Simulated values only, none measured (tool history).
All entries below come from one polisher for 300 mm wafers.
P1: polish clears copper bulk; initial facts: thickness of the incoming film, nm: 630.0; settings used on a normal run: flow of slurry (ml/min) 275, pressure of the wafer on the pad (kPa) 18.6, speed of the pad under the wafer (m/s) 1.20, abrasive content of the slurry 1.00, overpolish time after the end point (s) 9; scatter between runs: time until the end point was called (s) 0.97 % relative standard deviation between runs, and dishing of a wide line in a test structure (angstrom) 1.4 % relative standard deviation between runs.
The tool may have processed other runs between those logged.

run    day  flow of slurry (ml/min)  pressure of the wafer on the pad (kPa)  speed of the pad under the wafer (m/s)  abrasive content of the slurry  overpolish time after the end point (s)  wafers polished on this pad  hours since the slurry nozzle was cleaned  hours since the head pressure was calibrated  hours since the slurry blender was calibrated  time until the end point was called (s)  dishing of a wide line in a test structure (angstrom)
  1  0.208                      275                                    18.6                                    1.20                            1.00                                        9                          210                                       71.4                                          51.0                                          133.2                                   72.473                                                 530.00
  2  0.538                      275                                    18.6                                    1.20                            1.00                                       13                          308                                       79.3                                          58.9                                          141.1                                   73.011                                                 709.41
  3  0.862                      275                                    11.7                                    1.20                            1.00                                        9                          405                                       87.1                                          66.7                                          148.9                                  112.660                                                 345.12
  4  1.188                      275                                    18.6                                    1.20                            1.00                                        9                          502                                       94.9                                          74.5                                          156.7                                   72.898                                                 511.17
  5  1.567                      275                                    18.6                                    1.20                            0.70                                        9                          616                                      104.0                                          83.6                                          165.8                                   78.065                                                 507.24
  6  1.854                      275                                    24.8                                    1.20                            1.00                                        9                          701                                      110.9                                          90.5                                          172.7                                   54.416                                                 671.04
  7  2.288                      275                                    18.6                                    0.74                            1.00                                        9                          831                                      121.3                                         100.9                                          183.1                                  117.430                                                 355.63
  8  2.588                      275                                    18.6                                    1.20                            1.00                                        9                          920                                      128.5                                         108.1                                          190.3                                   72.330                                                 529.77
  9  2.833                      275                                    18.6                                    1.76                            1.45                                        9                          994                                      134.4                                         114.0                                          196.2                                   45.213                                                 744.82
 10  3.112                      275                                    18.6                                    1.58                            1.00                                        9                         1077                                      141.1                                         120.7                                          202.9                                   54.251                                                 647.71
 11  3.467                      275                                    18.6                                    1.20                            1.00                                        4                         1183                                      149.6                                         129.2                                          211.4                                   71.243                                                 266.31
 12  3.788                      275                                    18.6                                    1.20                            1.00                                        9                         1279                                      157.3                                         136.9                                          219.1                                   72.138                                                 518.11
 13  3.996                      165                                    18.6                                    1.20                            1.00                                        9                         1341                                      162.3                                         141.9                                          224.1                                   77.186                                                 504.01
     4.208  -- head pressure recalibrated
 14  4.233                      205                                    18.6                                    1.50                            1.00                                        9                         1412                                      168.0                                           0.6                                          229.8                                   59.257                                                 619.94
 15  4.425                      425                                    18.6                                    1.20                            1.00                                        9                         1469                                      172.6                                           5.2                                          234.4                                   69.720                                                 549.75
 16  4.721                      275                                    18.6                                    1.20                            1.30                                        9                         1557                                      179.7                                          12.3                                          241.5                                   68.454                                                 548.23
 17  4.946                      275                                    18.6                                    1.20                            1.00                                        9                         1625                                      185.1                                          17.7                                          246.9                                   72.381                                                 532.64
 18  5.271                      275                                    18.6                                    1.20                            1.00                                        9                         1722                                      192.9                                          25.5                                          254.7                                   73.444                                                 520.43
 19  5.558                      275                                    18.6                                    1.20                            1.00                                        9                         1808                                      199.8                                          32.4                                          261.6                                   75.051                                                 519.25
 20  5.833                      275                                    18.6                                    1.20                            1.00                                        9                         1890                                      206.4                                          39.0                                          268.2                                   74.612                                                 511.66
     6.171  -- head pressure recalibrated
 21  6.262                      275                                    18.6                                    1.20                            1.00                                        9                         2018                                      216.7                                           2.3                                          278.5                                   74.615                                                 516.22
 22  6.642                      275                                    18.6                                    1.20                            1.00                                        9                         2131                                      225.8                                          11.4                                          287.6                                   76.194                                                 515.59
 23  6.829                      275                                    18.6                                    1.20                            1.00                                        9                         2187                                      230.3                                          15.9                                          292.1                                   74.883                                                 519.52

Estimate the outcome of run 24 from the log above:
     7.088  -- worn pad replaced by a new one
 24  7.250                      275                                    18.6                                    1.20                            1.00                                        9                           48                                      240.4                                          26.0                                          302.2                                        ?                                                      ?

time until the end point was called (s): 76.626
dishing of a wide line in a test structure (angstrom): 503.98

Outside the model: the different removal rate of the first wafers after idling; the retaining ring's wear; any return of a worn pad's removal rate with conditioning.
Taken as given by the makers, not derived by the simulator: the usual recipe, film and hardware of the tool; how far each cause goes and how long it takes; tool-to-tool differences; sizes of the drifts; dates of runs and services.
